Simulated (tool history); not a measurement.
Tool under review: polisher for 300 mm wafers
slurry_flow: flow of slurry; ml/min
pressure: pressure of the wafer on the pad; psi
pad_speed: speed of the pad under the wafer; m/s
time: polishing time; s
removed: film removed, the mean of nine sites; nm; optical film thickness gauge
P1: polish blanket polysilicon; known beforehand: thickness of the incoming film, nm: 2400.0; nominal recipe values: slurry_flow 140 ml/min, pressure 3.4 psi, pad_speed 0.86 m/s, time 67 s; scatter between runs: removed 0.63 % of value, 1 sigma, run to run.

run     day  slurry_flow  pressure  pad_speed  time  wafers polished on this pad  hours since the slurry nozzle was cleaned  hours since the head pressure was calibrated  removed
  1   0.754          140       3.4       0.86    67                          845                                      179.1                                         808.5   535.81
  2   1.438          140       3.4       1.14    67                         1035                                      195.5                                         824.9   717.53
  3   2.058          215       3.4       0.86    67                         1208                                      210.4                                         839.8   582.90
  4   2.683          140       3.4       0.58    67                         1381                                      225.4                                         854.8   367.22
  5   3.412           85       3.4       0.86    67                         1584                                      242.9                                         872.3   478.22
  6   4.075          140       3.4       0.86    67                         1768                                      258.8                                         888.2   542.47
  7   4.846          140       5.4       0.86    67                         1983                                      277.3                                         906.7   855.11
  8   5.292          140       3.4       0.86    67                         2107                                      288.0                                         917.4   532.83
  9   5.771          140       3.4       0.86    31                         2240                                      299.5                                         928.9   248.31
 10   6.321           85       3.4       0.86    99                         2393                                      312.7                                         942.1   707.30
 11   6.842          140       3.4       0.86    67                         2538                                      325.2                                         954.6   540.49
 12   7.358          140       3.4       0.86   100                         2681                                      337.6                                         967.0   807.03
 13   7.942          140       1.7       0.86    67                         2843                                      351.6                                         981.0   272.17
 14   8.525          140       3.4       0.86    67                         3006                                      365.6                                         995.0   533.85
 15   9.104          140       3.4       0.86    67                         3167                                      379.5                                        1008.9   536.99
 16   9.842           85       3.4       1.28    67                         3372                                      397.2                                        1026.6   712.86
 17  10.188          140       3.4       0.86    67                         3468                                      405.5                                        1034.9   539.74
 18  10.833          140       3.4       0.86    67                         3647                                      421.0                                        1050.4   526.90
 19  11.317          140       3.4       0.86    67                         3782                                      432.6                                        1062.0   523.52
 20  11.954          140       3.4       0.86    67                         3959                                      447.9                                        1077.3   506.05
 21  12.346          140       3.4       0.86    67                         4068                                      457.3                                        1086.7   509.47
 22  12.971          140       3.4       0.86    67                         4242                                      472.3                                        1101.7   502.86
     13.221  -- head pressure recalibrated
 23  13.700          140       3.4       0.86    67                         4444                                      489.8                                          11.5   504.20
 24  14.075          140       3.4       0.86    67                         4549                                      498.8                                          20.5   501.29
 25  14.675          140       3.4       0.86    67                         4716                                      513.2                                          34.9   500.38
 26  15.304          140       3.4       0.86    67                         4890                                      528.3                                          50.0   496.77
 27  15.733          140       3.4       0.86    67                         5010                                      538.6                                          60.3   501.05
 28  16.350          140       3.4       0.86    67                         5181                                      553.4                                          75.1   498.28

What P1 gives has crept away from where it was. These 2 causes fit the log equally well, each at the size given:
A: slurry flow missing at the pad, % = 29.6
B: removal rate lost through wear of the pad, % = 7.37
Creep in the process output first set in at about day 10.188.
Why every other cause is out:
head's pressure below its setpoint, %: was serviced at day 13.221, once the creep was under way, yet the earlier output never came back

Which of the 4 check runs listed below, each an average over 2 wafers with its results shown as question marks, gives clearly different results under the different listed causes?
check 1  16.967          140       2.2       0.86    67                                                                                                                              ?
check 2  16.967          140       2.0       0.86    94                                                                                                                              ?
check 3  16.967          140       2.3       0.86    41                                                                                                                              ?
check 4  16.967           85       3.4       0.86    48                                                                                                                              ?

What each check would give under each cause:
  check   result    if A    if B
check 1  removed  322.68  322.70
check 2  removed  411.55  411.59
check 3  removed  206.43  206.45
check 4  removed  304.94  317.90
Per-check spread between the two closest causes, in the result where they differ most: check 1 0.01 %; check 2 0.01 %; check 3 0.01 %; check 4 4.16 %
The causes can be told apart only by check 4. The other checks would give nearly the same results under each of them.

Here is what check 4 returned: removed 318.45 nm. Which cause is it?

Of the candidate causes, it is B: removal rate lost through wear of the pad, %.
